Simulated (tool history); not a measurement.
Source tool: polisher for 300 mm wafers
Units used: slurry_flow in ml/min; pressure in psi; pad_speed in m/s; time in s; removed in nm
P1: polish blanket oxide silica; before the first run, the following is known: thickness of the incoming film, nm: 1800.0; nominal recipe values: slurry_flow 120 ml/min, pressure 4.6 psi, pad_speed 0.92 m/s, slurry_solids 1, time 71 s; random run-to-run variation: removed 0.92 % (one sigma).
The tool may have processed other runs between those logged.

| run | day | slurry_flow | pressure | pad_speed | slurry_solids | time | removed |
|---|---|---|---|---|---|---|---|
| 1 | 0.562 | 120 | 4.6 | 0.92 | 1 | 71 | 266.91 |
| 2 | 1.125 | 120 | 6 | 0.92 | 1 | 46 | 225.2 |
| 3 | 1.471 | 120 | 4.6 | 0.92 | 1 | 71 | 262.77 |
| 4 | 1.775 | 70 | 4.6 | 0.92 | 1 | 71 | 226.86 |
| 5 | 2.229 | 120 | 4.6 | 0.92 | 1.4 | 71 | 302.19 |
| 6 | 2.642 | 120 | 4.6 | 0.92 | 1 | 102 | 381.88 |
| 7 | 2.954 | 120 | 4.6 | 0.92 | 1 | 71 | 268.17 |
| 8 | 3.379 | 185 | 4.6 | 0.92 | 1 | 71 | 283.05 |
| 9 | 3.696 | 120 | 4.6 | 0.92 | 1 | 71 | 260.67 |
|  | 3.996 | conditioning disc replaced and pad reconditioned |
| 10 | 4.088 | 120 | 7 | 0.92 | 1 | 71 | 401.94 |
| 11 | 4.396 | 120 | 4.6 | 0.48 | 1 | 71 | 159.82 |
|  | 4.533 | slurry blender recalibrated |
| 12 | 4.696 | 120 | 4.6 | 0.92 | 1 | 71 | 264.48 |
| 13 | 5.312 | 185 | 4.6 | 0.92 | 1 | 33 | 130.97 |
| 14 | 5.888 | 120 | 2.1 | 0.92 | 1 | 71 | 118.53 |
| 15 | 6.208 | 120 | 4.6 | 0.92 | 0.75 | 71 | 228.54 |
| 16 | 6.788 | 120 | 4.6 | 1.44 | 1 | 71 | 379.89 |
| 17 | 7.329 | 120 | 4.6 | 0.92 | 1 | 32 | 119.9 |
| 18 | 7.812 | 120 | 4.6 | 0.92 | 1 | 71 | 267.37 |
| 19 | 8.096 | 120 | 4.6 | 0.92 | 1 | 71 | 255.32 |
| 20 | 8.662 | 120 | 4.6 | 0.92 | 1 | 71 | 241.65 |
|  | 9.021 | conditioning disc replaced and pad reconditioned |
| 21 | 9.196 | 120 | 4.6 | 0.92 | 1 | 71 | 242.97 |
|  | 9.421 | worn pad replaced by a new one |
|  | 9.467 | slurry blender recalibrated |
| 22 | 9.592 | 120 | 4.6 | 0.92 | 1 | 71 | 238.29 |
| 23 | 9.929 | 120 | 4.6 | 0.92 | 1 | 71 | 242.48 |
| 24 | 10.346 | 120 | 4.6 | 0.92 | 1 | 71 | 238.91 |

The output of P1 has drifted from where it used to be. Each of the 2 causes below, taken at the size shown beside it, accounts for the log equally well:
A: slurry flow missing at the pad, % = 31.5
B: head's pressure below its setpoint, % = 9.02
The drift started at roughly day 7.812.
Each remaining cause and why it is not a fit:
removal rate lost through wear of the pad, %: its service at day 9.421 followed the start of the drift and did not put the process back to its old value
abrasive missing from the slurry, %: its service at day 9.467 followed the start of the drift and did not put the process back to its old value
time polished since the conditioner stopped cutting, s: its service at day 9.021 followed the start of the drift and did not put the process back to its old value

Which of the 4 check runs listed below, each an average over 3 wafers with its results shown as question marks, gives clearly different results under the different listed causes?
| check 1 | 10.762 | 80 | 4.6 | 0.56 | 1 | 71 | ? |
| check 2 | 10.762 | 120 | 2.2 | 0.92 | 1 | 71 | ? |
| check 3 | 10.762 | 120 | 6.7 | 1.3 | 1 | 71 | ? |
| check 4 | 10.762 | 120 | 4.6 | 1.16 | 1 | 44 | ? |

How each check would come out, cause by cause:
| check | result | if A | if B |
|---|---|---|---|
| check 1 | removed | 140.19 | 145.79 |
| check 2 | removed | 114.93 | 114.94 |
| check 3 | removed | 461.53 | 461.59 |
| check 4 | removed | 179.26 | 179.28 |
Per-check spread between the two closest causes, in the result where they differ most: check 1 3.92 %; check 2 0.01 %; check 3 0.01 %; check 4 0.01 %
Only in check 1 would the causes give clearly different results; in the remaining checks their results would be nearly the same.

The results of check 1 are: removed 140.95 nm. Based on these, which of the listed causes is it?

The correct cause is A, namely: slurry flow missing at the pad, %.
